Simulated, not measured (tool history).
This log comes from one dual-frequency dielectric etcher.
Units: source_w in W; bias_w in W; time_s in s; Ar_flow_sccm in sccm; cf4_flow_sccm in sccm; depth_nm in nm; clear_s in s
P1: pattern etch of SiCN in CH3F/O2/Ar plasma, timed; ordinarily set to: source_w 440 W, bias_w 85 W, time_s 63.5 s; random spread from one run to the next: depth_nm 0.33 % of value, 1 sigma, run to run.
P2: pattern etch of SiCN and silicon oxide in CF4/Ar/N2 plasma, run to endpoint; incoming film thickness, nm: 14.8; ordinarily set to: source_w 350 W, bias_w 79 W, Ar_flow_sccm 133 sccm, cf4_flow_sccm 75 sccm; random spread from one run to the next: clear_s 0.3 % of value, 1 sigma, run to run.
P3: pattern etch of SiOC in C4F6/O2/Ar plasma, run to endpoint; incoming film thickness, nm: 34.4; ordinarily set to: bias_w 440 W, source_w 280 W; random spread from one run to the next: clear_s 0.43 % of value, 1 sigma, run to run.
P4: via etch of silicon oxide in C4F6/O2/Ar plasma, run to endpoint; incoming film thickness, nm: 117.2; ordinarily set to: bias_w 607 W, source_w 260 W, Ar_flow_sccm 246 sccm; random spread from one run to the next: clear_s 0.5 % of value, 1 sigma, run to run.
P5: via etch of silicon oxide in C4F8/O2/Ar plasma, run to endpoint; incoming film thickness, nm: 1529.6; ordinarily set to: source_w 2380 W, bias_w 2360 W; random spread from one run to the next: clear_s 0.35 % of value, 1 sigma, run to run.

run	hour	process	source_w	bias_w	time_s	Ar_flow_sccm	cf4_flow_sccm	hours since the last wet clean	hours since the last source power generator calibration	hours since the last bias power generator calibration	depth_nm	clear_s
1	5.8	P1	440	85	63.5			71.9	689.6	2850.1	26.598	
2	9.9	P1	440	98	84.0			76.0	693.7	2854.2	36.895	
3	14.6	P4	260	607		146		80.7	698.4	2858.9		25.790
4	18.9	P1	440	85	63.5			85.0	702.7	2863.2	26.415	
5	24.5	P1	440	60	63.5			90.6	708.3	2868.8	23.539	
6	27.9	P3	340	440				94.0	711.7	2872.2		13.098
7	33.0	P4	260	427		246		99.1	716.8	2877.3		31.029
8	37.4	P1	440	112	63.5			103.5	721.2	2881.7	29.303	
9	42.7	P1	440	85	63.5			108.8	726.5	2887.0	26.634	
10	47.5	P1	440	85	88.0			113.6	731.3	2891.8	36.723	
11	50.4	P1	350	85	63.5			116.5	734.2	2894.7	24.322	
12	53.6	P2	350	46		133	75	119.7	737.4	2897.9		25.106
13	59.4	P1	440	85	38.0			125.5	743.2	2903.7	15.855	
14	65.5	P2	350	79		133	97	131.6	749.3	2909.8		20.152
15	69.1	P3	280	535				135.2	752.9	2913.4		12.939
16	72.1	P1	550	85	63.5			138.2	755.9	2916.4	28.771	
17	78.2	P4	310	607		246		144.3	762.0	2922.5		25.304
18	84.7	P2	350	79		133	75	150.8	768.5	2929.0		20.980
19	87.6	P2	250	79		133	75	153.7	771.4	2931.9		28.064
20	92.5	P3	280	440				158.6	776.3	2936.8		14.041
21	96.8	P3	280	440				162.9	780.6	2941.1		14.093
22	101.8	P1	440	111	45.0			167.9	785.6	2946.1	20.766	
23	107.8	P4	260	607		246		173.9	791.6	2952.1		27.071
24	112.2	P1	440	85	63.5			178.3	796.0	2956.5	26.567	
25	117.2	P5	2380	2360				183.3	801.0	2961.5		265.300
26	120.6	P1	440	85	63.5			186.7	804.4	2964.9	26.501	
27	124.5	P5	2380	2826				190.6	808.3	2968.8		250.060
28	130.0	P5	2380	2360				196.1	813.8	2974.3		264.290
29	135.0	P5	1830	2360				201.1	818.8	2979.3		293.250
30	140.0	P2	350	79		86	75	206.1	823.8	2984.3		19.748
31	144.0	P1	440	85	63.5			210.1	827.8	2988.3	26.382	
32	147.6	P1	440	85	63.5			213.7	831.4	2991.9	26.523	
33	150.8	P1	440	85	63.5			216.9	834.6	2995.1	26.341	
34	155.3	P1	440	85	63.5			221.4	839.1	2999.6	26.177	
35	160.8	P1	440	85	63.5			226.9	844.6	3005.1	25.980	
# hour 161.4: wet clean of the chamber
36	165.2	P1	440	85	63.5			3.9	849.0	3009.5	26.150	
37	169.7	P1	440	85	63.5			8.4	853.5	3014.0	26.097	
38	173.5	P1	440	85	63.5			12.2	857.3	3017.8	26.055	
39	177.9	P1	440	85	63.5			16.6	861.7	3022.2	26.118	
40	182.7	P1	440	85	63.5			21.4	866.5	3027.0	26.042	
41	188.1	P1	440	85	63.5			26.8	871.9	3032.4	25.989	

What P1 gives has crept off from where it sat before. The 2 causes that follow fit the log equally well, each at the size noted:
A: source power that arrives under what is set, % = 4.37
B: bias power that arrives under what is set, % = 4.5
The onset of the drift is placed at about hour 144.0.
Ruled out, with reasons:
chamber walls in a state that lowers the etch rate, %: maintenance at hour 161.4, after the shift began, did not return the process to its former output

Each of the 4 check runs below uses one wafer; its results are left as question marks. Which run tells the causes apart?
check 1	193.5	P2	350	79		133	75					?
check 2	193.5	P4	260	607		246						?
check 3	193.5	P5	2380	2360								?
check 4	193.5	P3	280	440								?

Predicted outcomes, by check and by cause:
check	result	if A	if B
check 1	clear_s	21.793	21.309
check 2	clear_s	27.614	27.662
check 3	clear_s	268.870	267.710
check 4	clear_s	14.271	14.280
Per-check spread between the two closest causes, in the result where they differ most: check 1 2.25 %; check 2 0.17 %; check 3 0.43 %; check 4 0.06 %
Of the check runs offered, only check 1 discriminates between the causes; the rest would read about the same regardless of which cause applies.

Check 1 was then run and gave: clear_s 21.298 s. Which cause is it?

Of the candidate causes, it is B: bias power that arrives under what is set, %.
